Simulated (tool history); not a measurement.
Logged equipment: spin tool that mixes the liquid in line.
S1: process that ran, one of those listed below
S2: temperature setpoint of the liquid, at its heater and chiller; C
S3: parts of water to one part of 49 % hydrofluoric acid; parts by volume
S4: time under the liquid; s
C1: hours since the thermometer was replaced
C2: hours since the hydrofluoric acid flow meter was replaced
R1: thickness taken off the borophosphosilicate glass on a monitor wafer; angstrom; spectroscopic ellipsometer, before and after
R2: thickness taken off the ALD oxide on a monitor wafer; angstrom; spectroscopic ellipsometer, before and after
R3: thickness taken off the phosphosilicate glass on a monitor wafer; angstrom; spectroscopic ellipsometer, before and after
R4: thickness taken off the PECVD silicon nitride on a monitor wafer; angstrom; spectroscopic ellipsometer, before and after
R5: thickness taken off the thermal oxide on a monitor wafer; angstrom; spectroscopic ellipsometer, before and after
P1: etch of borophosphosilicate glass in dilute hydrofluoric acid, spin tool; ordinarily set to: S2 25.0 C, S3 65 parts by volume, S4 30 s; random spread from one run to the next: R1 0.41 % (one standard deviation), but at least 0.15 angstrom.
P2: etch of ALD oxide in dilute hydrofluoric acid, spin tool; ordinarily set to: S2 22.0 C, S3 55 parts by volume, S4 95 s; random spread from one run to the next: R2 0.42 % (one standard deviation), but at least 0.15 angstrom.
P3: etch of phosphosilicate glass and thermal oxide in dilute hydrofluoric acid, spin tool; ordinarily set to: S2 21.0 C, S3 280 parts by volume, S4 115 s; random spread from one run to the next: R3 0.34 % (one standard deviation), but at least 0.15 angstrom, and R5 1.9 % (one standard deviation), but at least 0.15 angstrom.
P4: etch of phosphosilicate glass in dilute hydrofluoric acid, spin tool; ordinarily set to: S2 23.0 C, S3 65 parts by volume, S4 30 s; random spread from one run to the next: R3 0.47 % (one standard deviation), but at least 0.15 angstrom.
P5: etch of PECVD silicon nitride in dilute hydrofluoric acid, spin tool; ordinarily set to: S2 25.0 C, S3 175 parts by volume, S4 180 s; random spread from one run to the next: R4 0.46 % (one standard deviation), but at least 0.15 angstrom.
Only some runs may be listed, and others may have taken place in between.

run 1 day=0.250 | S1=P1 S2=25.0 S3=65 S4=30 | C1=147.1 C2=233.1 | R1=264.81
run 2 day=0.425 | S1=P1 S2=25.0 S3=40 S4=30 | C1=151.3 C2=237.3 | R1=445.49
run 3 day=0.617 | S1=P2 S2=22.0 S3=55 S4=185 | C1=155.9 C2=241.9 | R2=314.770
run 4 day=0.854 | S1=P4 S2=31.0 S3=65 S4=30 | C1=161.6 C2=247.6 | R3=867.17
run 5 day=1.071 | S1=P1 S2=25.0 S3=65 S4=30 | C1=166.8 C2=252.8 | R1=266.34
run 6 day=1.254 | S1=P1 S2=19.0 S3=65 S4=15 | C1=171.2 C2=257.2 | R1=102.58
run 7 day=1.529 | S1=P4 S2=23.0 S3=65 S4=15 | C1=177.8 C2=263.8 | R3=315.82
run 8 day=1.717 | S1=P5 S2=25.0 S3=175 S4=265 | C1=182.3 C2=268.3 | R4=92.615
run 9 day=1.962 | S1=P1 S2=19.0 S3=65 S4=30 | C1=188.2 C2=274.2 | R1=207.90
run 10 day=2.212 | S1=P2 S2=22.0 S3=55 S4=95 | C1=194.2 C2=280.2 | R2=161.020
run 11 day=2.508 | S1=P2 S2=17.0 S3=55 S4=95 | C1=201.3 C2=287.3 | R2=130.430
run 12 day=2.658 | S1=P2 S2=22.0 S3=100 S4=95 | C1=204.9 C2=290.9 | R2=84.469
run 13 day=2.871 | S1=P5 S2=25.0 S3=175 S4=180 | C1=210.0 C2=296.0 | R4=63.409
run 14 day=3.121 | S1=P1 S2=25.0 S3=100 S4=30 | C1=216.0 C2=302.0 | R1=165.32
run 15 day=3.404 | S1=P1 S2=25.0 S3=65 S4=30 | C1=222.8 C2=308.8 | R1=264.91
-- day=3.629 hydrofluoric acid flow meter replaced
run 16 day=3.708 | S1=P4 S2=23.0 S3=20 S4=30 | C1=230.1 C2=1.9 | R3=2179.70
run 17 day=3.992 | S1=P5 S2=18.5 S3=175 S4=180 | C1=236.9 C2=8.7 | R4=40.913
run 18 day=4.133 | S1=P5 S2=25.0 S3=175 S4=180 | C1=240.3 C2=12.1 | R4=62.822
run 19 day=4.350 | S1=P3 S2=17.0 S3=280 S4=115 | C1=245.5 C2=17.3 | R3=381.23 R5=11.918
run 20 day=4.579 | S1=P1 S2=32.5 S3=65 S4=30 | C1=251.0 C2=22.8 | R1=356.27
run 21 day=4.846 | S1=P3 S2=21.0 S3=280 S4=190 | C1=257.4 C2=29.2 | R3=731.35 R5=22.091
run 22 day=5.100 | S1=P3 S2=21.0 S3=55 S4=115 | C1=263.5 C2=35.3 | R3=2855.10 R5=86.037
run 23 day=5.417 | S1=P2 S2=22.0 S3=55 S4=95 | C1=271.1 C2=42.9 | R2=161.450
run 24 day=5.554 | S1=P1 S2=25.0 S3=65 S4=45 | C1=274.4 C2=46.2 | R1=394.24
run 25 day=5.850 | S1=P1 S2=25.0 S3=65 S4=15 | C1=281.5 C2=53.3 | R1=131.77
run 26 day=6.025 | S1=P1 S2=25.0 S3=65 S4=30 | C1=285.7 C2=57.5 | R1=265.04
run 27 day=6.342 | S1=P1 S2=25.0 S3=25 S4=50 | C1=293.3 C2=65.1 | R1=1217.50
run 28 day=6.496 | S1=P3 S2=21.0 S3=280 S4=115 | C1=297.0 C2=68.8 | R3=441.44 R5=13.775
run 29 day=6.721 | S1=P3 S2=21.0 S3=280 S4=115 | C1=302.4 C2=74.2 | R3=441.84 R5=14.097
run 30 day=6.908 | S1=P4 S2=23.0 S3=65 S4=30 | C1=306.9 C2=78.7 | R3=635.83
run 31 day=7.179 | S1=P5 S2=25.0 S3=50 S4=180 | C1=313.4 C2=85.2 | R4=217.780
run 32 day=7.442 | S1=P1 S2=25.0 S3=65 S4=30 | C1=319.7 C2=91.5 | R1=266.28
run 33 day=7.617 | S1=P1 S2=25.0 S3=65 S4=30 | C1=323.9 C2=95.7 | R1=259.16
run 34 day=7.842 | S1=P1 S2=25.0 S3=65 S4=30 | C1=329.3 C2=101.1 | R1=257.45
run 35 day=8.067 | S1=P1 S2=25.0 S3=65 S4=30 | C1=334.7 C2=106.5 | R1=254.89
run 36 day=8.279 | S1=P1 S2=25.0 S3=65 S4=30 | C1=339.8 C2=111.6 | R1=253.50
run 37 day=8.550 | S1=P1 S2=25.0 S3=65 S4=30 | C1=346.3 C2=118.1 | R1=252.22
run 38 day=8.717 | S1=P1 S2=25.0 S3=65 S4=30 | C1=350.3 C2=122.1 | R1=250.47
run 39 day=9.008 | S1=P1 S2=25.0 S3=65 S4=30 | C1=357.3 C2=129.1 | R1=248.85
run 40 day=9.317 | S1=P1 S2=25.0 S3=65 S4=30 | C1=364.7 C2=136.5 | R1=248.14
run 41 day=9.567 | S1=P1 S2=25.0 S3=65 S4=30 | C1=370.7 C2=142.5 | R1=249.49

Compared with where it was, what P1 gives has crept away. Each cause listed below fits the log as well as the rest, at the size given for it:
A: liquid colder than its thermometer reads (K) = 1.54
B: hydrofluoric acid flow below the setpoint (%) = 5.57
The creep began at about day 7.442.

Below are 4 check runs, each on a single wafer, with their results shown as question marks. Which of them would tell the listed causes apart, meaning the causes would give clearly different results under it?
run check 1 day=9.817 | S1=P5 S2=20.0 S3=100 S4=180 | R4=?
run check 2 day=9.817 | S1=P4 S2=30.5 S3=20 S4=30 | R3=?
run check 3 day=9.817 | S1=P3 S2=21.0 S3=105 S4=115 | R3=? R5=?
run check 4 day=9.817 | S1=P2 S2=22.0 S3=100 S4=95 | R2=?

Predicted outcomes, by check and by cause:
check=check_1 result=R4 if_A=70.626 if_B=74.214
check=check_2 result=R3 if_A=2791.50 if_B=2800.40
check=check_3 result=R3 if_A=1324.00 if_B=1322.20
check=check_3 result=R5 if_A=41.459 if_B=41.403
check=check_4 result=R2 if_A=79.095 if_B=78.965
Per-check spread between the two closest causes, in the result where they differ most: check 1 4.96 %; check 2 0.32 %; check 3 0.14 %; check 4 0.16 %
The causes can be told apart only by check 1. The other checks would give nearly the same results under each of them.

Then check 1 was run and gave: R4 74.897 angstrom. Which cause is it?

B is the cause: hydrofluoric acid flow below the setpoint (%).

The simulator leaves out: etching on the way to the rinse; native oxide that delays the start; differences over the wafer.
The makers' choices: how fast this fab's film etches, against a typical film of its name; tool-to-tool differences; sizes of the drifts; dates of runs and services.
